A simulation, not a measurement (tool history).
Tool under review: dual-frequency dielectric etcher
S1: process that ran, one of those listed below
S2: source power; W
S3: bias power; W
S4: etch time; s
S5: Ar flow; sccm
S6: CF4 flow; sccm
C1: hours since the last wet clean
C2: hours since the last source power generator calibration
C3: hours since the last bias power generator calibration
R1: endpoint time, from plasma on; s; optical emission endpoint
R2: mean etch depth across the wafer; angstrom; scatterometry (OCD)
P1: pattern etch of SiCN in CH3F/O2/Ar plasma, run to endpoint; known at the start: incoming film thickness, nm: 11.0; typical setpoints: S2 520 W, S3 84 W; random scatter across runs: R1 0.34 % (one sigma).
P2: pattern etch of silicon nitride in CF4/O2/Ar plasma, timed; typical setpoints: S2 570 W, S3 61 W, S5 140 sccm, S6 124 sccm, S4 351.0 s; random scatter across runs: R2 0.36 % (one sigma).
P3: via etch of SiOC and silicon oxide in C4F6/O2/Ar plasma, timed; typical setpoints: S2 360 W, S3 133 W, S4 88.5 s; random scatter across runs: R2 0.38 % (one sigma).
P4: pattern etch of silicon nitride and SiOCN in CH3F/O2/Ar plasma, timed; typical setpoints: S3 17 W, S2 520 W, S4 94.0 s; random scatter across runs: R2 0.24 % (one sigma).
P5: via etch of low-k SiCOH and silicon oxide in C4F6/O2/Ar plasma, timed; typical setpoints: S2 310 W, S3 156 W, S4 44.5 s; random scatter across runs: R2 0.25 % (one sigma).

Run 1, hour 10.0: S1 P1, S2 520 W, S3 84 W; C1 343.7; C2 3198.6; C3 2670.6. Result: R1 25.267 s.
Run 2, hour 21.2: S1 P4, S2 520 W, S3 24 W, S4 94.0 s; C1 354.9; C2 3209.8; C3 2681.8. Result: R2 138.84 angstrom.
Run 3, hour 28.5: S1 P5, S2 430 W, S3 156 W, S4 44.5 s; C1 362.2; C2 3217.1; C3 2689.1. Result: R2 1017.30 angstrom.
Run 4, hour 37.1: S1 P3, S2 360 W, S3 133 W, S4 68.0 s; C1 370.8; C2 3225.7; C3 2697.7. Result: R2 667.57 angstrom.
Run 5, hour 44.5: S1 P5, S2 310 W, S3 156 W, S4 64.0 s; C1 378.2; C2 3233.1; C3 2705.1. Result: R2 1287.00 angstrom.
Run 6, hour 53.5: S1 P4, S2 360 W, S3 17 W, S4 94.0 s; C1 387.2; C2 3242.1; C3 2714.1. Result: R2 105.31 angstrom.
Run 7, hour 63.2: S1 P1, S2 330 W, S3 99 W; C1 396.9; C2 3251.8; C3 2723.8. Result: R1 28.417 s.
Run 8, hour 73.6: S1 P3, S2 360 W, S3 176 W, S4 88.5 s; C1 407.3; C2 3262.2; C3 2734.2. Result: R2 951.32 angstrom.
Run 9, hour 79.8: S1 P2, S2 570 W, S3 38 W, S4 351.0 s, S5 140 sccm, S6 124 sccm; C1 413.5; C2 3268.4; C3 2740.4. Result: R2 6687.00 angstrom.
Run 10, hour 85.9: S1 P5, S2 310 W, S3 114 W, S4 44.5 s; C1 419.6; C2 3274.5; C3 2746.5. Result: R2 814.96 angstrom.
Run 11, hour 96.2: S1 P1, S2 520 W, S3 84 W; C1 429.9; C2 3284.8; C3 2756.8. Result: R1 25.557 s.
Run 12, hour 107.9: S1 P1, S2 520 W, S3 84 W; C1 441.6; C2 3296.5; C3 2768.5. Result: R1 25.413 s.
Run 13, hour 115.7: S1 P3, S2 470 W, S3 133 W, S4 88.5 s; C1 449.4; C2 3304.3; C3 2776.3. Result: R2 966.62 angstrom.
Run 14, hour 127.1: S1 P5, S2 310 W, S3 156 W, S4 44.5 s; C1 460.8; C2 3315.7; C3 2787.7. Result: R2 896.35 angstrom.
Run 15, hour 136.6: S1 P1, S2 520 W, S3 84 W; C1 470.3; C2 3325.2; C3 2797.2. Result: R1 25.576 s.
Run 16, hour 143.0: S1 P1, S2 520 W, S3 84 W; C1 476.7; C2 3331.6; C3 2803.6. Result: R1 25.447 s.
Run 17, hour 153.5: S1 P1, S2 640 W, S3 84 W; C1 487.2; C2 3342.1; C3 2814.1. Result: R1 23.347 s.
Run 18, hour 162.5: S1 P2, S2 750 W, S3 61 W, S4 351.0 s, S5 140 sccm, S6 124 sccm; C1 496.2; C2 3351.1; C3 2823.1. Result: R2 10178.00 angstrom.
Run 19, hour 173.9: S1 P3, S2 360 W, S3 133 W, S4 88.5 s; C1 507.6; C2 3362.5; C3 2834.5. Result: R2 865.03 angstrom.
Run 20, hour 179.3: S1 P2, S2 570 W, S3 61 W, S4 351.0 s, S5 140 sccm, S6 124 sccm; C1 513.0; C2 3367.9; C3 2839.9. Result: R2 8000.60 angstrom.
Run 21, hour 187.3: S1 P2, S2 570 W, S3 61 W, S4 351.0 s, S5 140 sccm, S6 82 sccm; C1 521.0; C2 3375.9; C3 2847.9. Result: R2 7574.30 angstrom.
Run 22, hour 197.2: S1 P1, S2 700 W, S3 114 W; C1 530.9; C2 3385.8; C3 2857.8. Result: R1 20.452 s.
Run 23, hour 205.1: S1 P4, S2 520 W, S3 17 W, S4 94.0 s; C1 538.8; C2 3393.7; C3 2865.7. Result: R2 120.08 angstrom.
Run 24, hour 210.4: S1 P2, S2 570 W, S3 61 W, S4 351.0 s, S5 197 sccm, S6 124 sccm; C1 544.1; C2 3399.0; C3 2871.0. Result: R2 7607.00 angstrom.
Run 25, hour 216.9: S1 P1, S2 520 W, S3 84 W; C1 550.6; C2 3405.5; C3 2877.5. Result: R1 25.324 s.
Run 26, hour 227.9: S1 P2, S2 570 W, S3 61 W, S4 231.0 s, S5 140 sccm, S6 124 sccm; C1 561.6; C2 3416.5; C3 2888.5. Result: R2 5234.50 angstrom.
Run 27, hour 237.8: S1 P5, S2 310 W, S3 156 W, S4 44.5 s; C1 571.5; C2 3426.4; C3 2898.4. Result: R2 896.26 angstrom.
Run 28, hour 247.0: S1 P2, S2 570 W, S3 61 W, S4 351.0 s, S5 140 sccm, S6 124 sccm; C1 580.7; C2 3435.6; C3 2907.6. Result: R2 7957.80 angstrom.
Run 29, hour 258.4: S1 P4, S2 520 W, S3 17 W, S4 129.0 s; C1 592.1; C2 3447.0; C3 2919.0. Result: R2 165.33 angstrom.
Run 30, hour 263.9: S1 P3, S2 360 W, S3 133 W, S4 88.5 s; C1 597.6; C2 3452.5; C3 2924.5. Result: R2 871.11 angstrom.
Run 31, hour 274.7: S1 P1, S2 390 W, S3 84 W; C1 608.4; C2 3463.3; C3 2935.3. Result: R1 28.296 s.
Run 32, hour 285.1: S1 P1, S2 520 W, S3 53 W; C1 618.8; C2 3473.7; C3 2945.7. Result: R1 29.811 s.
Run 33, hour 297.0: S1 P1, S2 520 W, S3 100 W; C1 630.7; C2 3485.6; C3 2957.6. Result: R1 23.864 s.
Run 34, hour 304.9: S1 P1, S2 520 W, S3 84 W; C1 638.6; C2 3493.5; C3 2965.5. Result: R1 25.449 s.
Run 35, hour 312.8: S1 P1, S2 520 W, S3 84 W; C1 646.5; C2 3501.4; C3 2973.4. Result: R1 25.403 s.
Run 36, hour 324.7: S1 P1, S2 520 W, S3 84 W; C1 658.4; C2 3513.3; C3 2985.3. Result: R1 25.099 s.
Run 37, hour 335.7: S1 P1, S2 520 W, S3 84 W; C1 669.4; C2 3524.3; C3 2996.3. Result: R1 25.015 s.
At hour 342.9: wet clean of the chamber.
Run 38, hour 347.2: S1 P1, S2 520 W, S3 84 W; C1 4.4; C2 3535.8; C3 3007.8. Result: R1 24.998 s.
Run 39, hour 358.7: S1 P1, S2 520 W, S3 84 W; C1 15.9; C2 3547.3; C3 3019.3. Result: R1 25.096 s.
Run 40, hour 368.6: S1 P1, S2 520 W, S3 84 W; C1 25.8; C2 3557.2; C3 3029.2. Result: R1 25.161 s.
Run 41, hour 374.0: S1 P1, S2 520 W, S3 84 W; C1 31.2; C2 3562.6; C3 3034.6. Result: R1 24.985 s.
Run 42, hour 380.4: S1 P1, S2 520 W, S3 84 W; C1 37.6; C2 3569.0; C3 3041.0. Result: R1 24.942 s.

The output of P1 has drifted from where it used to be. Each of the 2 causes below, taken at the size shown beside it, accounts for the log equally well:
A: source power that arrives over what is set, % = 4.68
B: bias power that arrives over what is set, % = 4.87
Creep in the process output first set in at about hour 304.9.
Excluded causes, each with its reason:
chamber walls in a state that raises the etch rate, %: serviced at hour 342.9, which brought nothing back

The list below offers 4 check runs, each averaging the results of 2 wafers, and shows each result as a question mark. For which of them would the listed causes give clearly different results?
Run check 1, hour 386.8: S1 P5, S2 410 W, S3 128 W, S4 44.5 s. Result: R2 ?.
Run check 2, hour 386.8: S1 P2, S2 570 W, S3 52 W, S4 351.0 s, S5 163 sccm, S6 124 sccm. Result: R2 ?.
Run check 3, hour 386.8: S1 P4, S2 380 W, S3 17 W, S4 112.5 s. Result: R2 ?.
Run check 4, hour 386.8: S1 P3, S2 360 W, S3 159 W, S4 70.5 s. Result: R2 ?.

Expected result of each check under each candidate cause:
  check  result     if A     if B
check 1      R2   960.33   956.21
check 2      R2  7670.80  7510.00
check 3      R2   130.42   130.93
check 4      R2   745.66   743.64
Per-check spread between the two closest causes, in the result where they differ most: check 1 0.43 %; check 2 2.12 %; check 3 0.39 %; check 4 0.27 %
The other checks would show nearly matching results whichever cause is true, so check 2 is the only one that separates the causes.

Running check 2 produced the following: R2 7515.70 angstrom. Which one of the listed causes fits?

It is B: bias power that arrives over what is set, %.

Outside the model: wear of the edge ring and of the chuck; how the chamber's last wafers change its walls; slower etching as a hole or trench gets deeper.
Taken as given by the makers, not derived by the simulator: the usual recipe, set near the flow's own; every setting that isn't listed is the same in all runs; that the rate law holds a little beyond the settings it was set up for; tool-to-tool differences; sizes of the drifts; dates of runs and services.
